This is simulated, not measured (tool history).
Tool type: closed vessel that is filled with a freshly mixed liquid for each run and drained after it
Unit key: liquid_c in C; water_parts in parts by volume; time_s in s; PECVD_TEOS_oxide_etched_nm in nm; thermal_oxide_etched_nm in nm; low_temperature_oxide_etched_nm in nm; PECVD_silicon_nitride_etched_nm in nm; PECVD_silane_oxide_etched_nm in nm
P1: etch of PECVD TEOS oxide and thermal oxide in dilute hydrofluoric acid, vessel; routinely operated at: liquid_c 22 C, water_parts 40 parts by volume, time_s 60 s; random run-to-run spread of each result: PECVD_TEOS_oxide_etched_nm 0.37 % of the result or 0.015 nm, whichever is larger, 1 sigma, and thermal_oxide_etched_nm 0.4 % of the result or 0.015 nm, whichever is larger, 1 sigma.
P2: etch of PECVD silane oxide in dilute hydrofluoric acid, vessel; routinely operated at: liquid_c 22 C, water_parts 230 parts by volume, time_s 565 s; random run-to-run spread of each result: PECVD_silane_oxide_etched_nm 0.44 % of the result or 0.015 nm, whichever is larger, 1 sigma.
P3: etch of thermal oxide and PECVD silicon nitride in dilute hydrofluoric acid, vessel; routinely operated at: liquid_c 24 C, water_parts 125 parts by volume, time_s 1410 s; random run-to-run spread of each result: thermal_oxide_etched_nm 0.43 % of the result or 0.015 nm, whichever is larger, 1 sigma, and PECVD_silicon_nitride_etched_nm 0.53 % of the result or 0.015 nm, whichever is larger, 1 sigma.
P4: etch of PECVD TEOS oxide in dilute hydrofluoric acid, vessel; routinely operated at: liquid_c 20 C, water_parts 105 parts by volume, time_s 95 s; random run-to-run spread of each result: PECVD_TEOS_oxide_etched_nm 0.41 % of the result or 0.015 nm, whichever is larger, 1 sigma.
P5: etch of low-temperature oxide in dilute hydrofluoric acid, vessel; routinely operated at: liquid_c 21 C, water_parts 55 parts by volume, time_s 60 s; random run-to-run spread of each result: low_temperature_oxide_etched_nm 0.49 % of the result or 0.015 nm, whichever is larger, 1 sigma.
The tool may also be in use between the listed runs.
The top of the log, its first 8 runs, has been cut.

run	hour	process	liquid_c	water_parts	time_s	PECVD_TEOS_oxide_etched_nm	thermal_oxide_etched_nm	low_temperature_oxide_etched_nm	PECVD_silicon_nitride_etched_nm	PECVD_silane_oxide_etched_nm
9	106.7	P3	17	125	1410		39.9770		14.994	
10	117.8	P2	22	50	565					317.6300
11	131.1	P1	22	40	30	16.6790	3.4814			
12	141.4	P1	22	40	60	33.6200	6.9971			
13	149.0	P2	22	230	565					57.0430
14	158.8	P2	22	230	45					4.4817
15	166.9	P3	24	125	1410		52.9060		24.012	
16	179.2	P1	22	40	60	33.5410	7.0208			
17	191.7	P1	29	40	110	81.8250	16.9460			
18	199.8	P2	22	230	565					56.6920
19	209.5	P1	22	65	60	19.9510	4.1843			
20	219.0	P4	17	105	95	5.7797				
21	233.7	P4	20	105	95	6.5794				
22	243.2	P4	20	105	95	6.5886				
23	252.6	P1	17	40	30	13.4910	2.8120			
24	264.9	P1	17	40	60	27.1380	5.5869			
25	278.8	P3	24	125	1410		52.2220		24.109	
26	289.7	P5	21	55	115			66.043		
27	299.2	P4	20	105	175	11.9550				
28	309.7	P1	22	20	60	68.5670	14.2920			
29	323.2	P1	22	40	60	33.5340	6.9792			
30	330.7	P1	22	40	115	64.2390	13.2770			
31	339.3	P5	21	105	60			16.962		
32	350.6	P3	24	60	1410		117.9800		49.325	

Estimate the outcome of run 33 from the log above:
33	364.7	P2	17	230	565					?

Run 33 produced PECVD_silane_oxide_etched_nm 46.9980 nm.

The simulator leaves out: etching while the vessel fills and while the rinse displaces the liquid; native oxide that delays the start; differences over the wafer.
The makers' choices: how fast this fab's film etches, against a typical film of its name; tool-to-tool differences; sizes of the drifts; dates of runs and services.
